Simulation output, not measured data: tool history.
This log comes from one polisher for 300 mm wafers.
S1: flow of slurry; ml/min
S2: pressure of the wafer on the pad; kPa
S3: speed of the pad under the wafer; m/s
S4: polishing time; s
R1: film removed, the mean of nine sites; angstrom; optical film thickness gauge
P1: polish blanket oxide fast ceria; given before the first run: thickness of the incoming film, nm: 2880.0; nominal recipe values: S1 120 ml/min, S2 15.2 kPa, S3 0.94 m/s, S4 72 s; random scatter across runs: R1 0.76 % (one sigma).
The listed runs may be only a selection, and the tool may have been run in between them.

| run | hour | S1 | S2 | S3 | S4 | R1 |
|---|---|---|---|---|---|---|
| 1 | 12.0 | 120 | 15.2 | 0.94 | 72 | 9872.5 |
| 2 | 21.2 | 120 | 20.7 | 0.94 | 72 | 13451.0 |
| 3 | 26.8 | 120 | 15.2 | 0.94 | 72 | 9811.4 |
| 4 | 33.4 | 120 | 15.2 | 1.42 | 72 | 14855.0 |
| 5 | 45.3 | 120 | 6.9 | 0.94 | 72 | 4499.6 |
| 6 | 51.1 | 185 | 15.2 | 0.94 | 72 | 10785.0 |
| 7 | 61.1 | 120 | 15.2 | 0.94 | 36 | 4920.9 |
| 8 | 68.6 | 70 | 15.2 | 0.94 | 72 | 8509.1 |
| 9 | 74.1 | 120 | 15.2 | 0.94 | 99 | 13633.0 |
| 10 | 81.1 | 120 | 15.2 | 0.94 | 72 | 9972.1 |
|  | 89.1 | slurry nozzle cleaned |
| 11 | 93.6 | 120 | 10.3 | 0.94 | 38 | 3509.0 |
| 12 | 101.9 | 120 | 15.2 | 0.42 | 72 | 4467.5 |
| 13 | 112.6 | 120 | 15.2 | 0.94 | 72 | 9980.9 |
| 14 | 125.1 | 120 | 15.2 | 0.94 | 72 | 9868.2 |
| 15 | 130.7 | 120 | 15.2 | 0.94 | 72 | 9877.2 |
| 16 | 142.0 | 120 | 15.2 | 0.94 | 72 | 9900.6 |

What will run 17 give?
| 17 | 149.5 | 120 | 15.2 | 0.94 | 72 | ? |

{"run 17": {"R1": 9839.9}}

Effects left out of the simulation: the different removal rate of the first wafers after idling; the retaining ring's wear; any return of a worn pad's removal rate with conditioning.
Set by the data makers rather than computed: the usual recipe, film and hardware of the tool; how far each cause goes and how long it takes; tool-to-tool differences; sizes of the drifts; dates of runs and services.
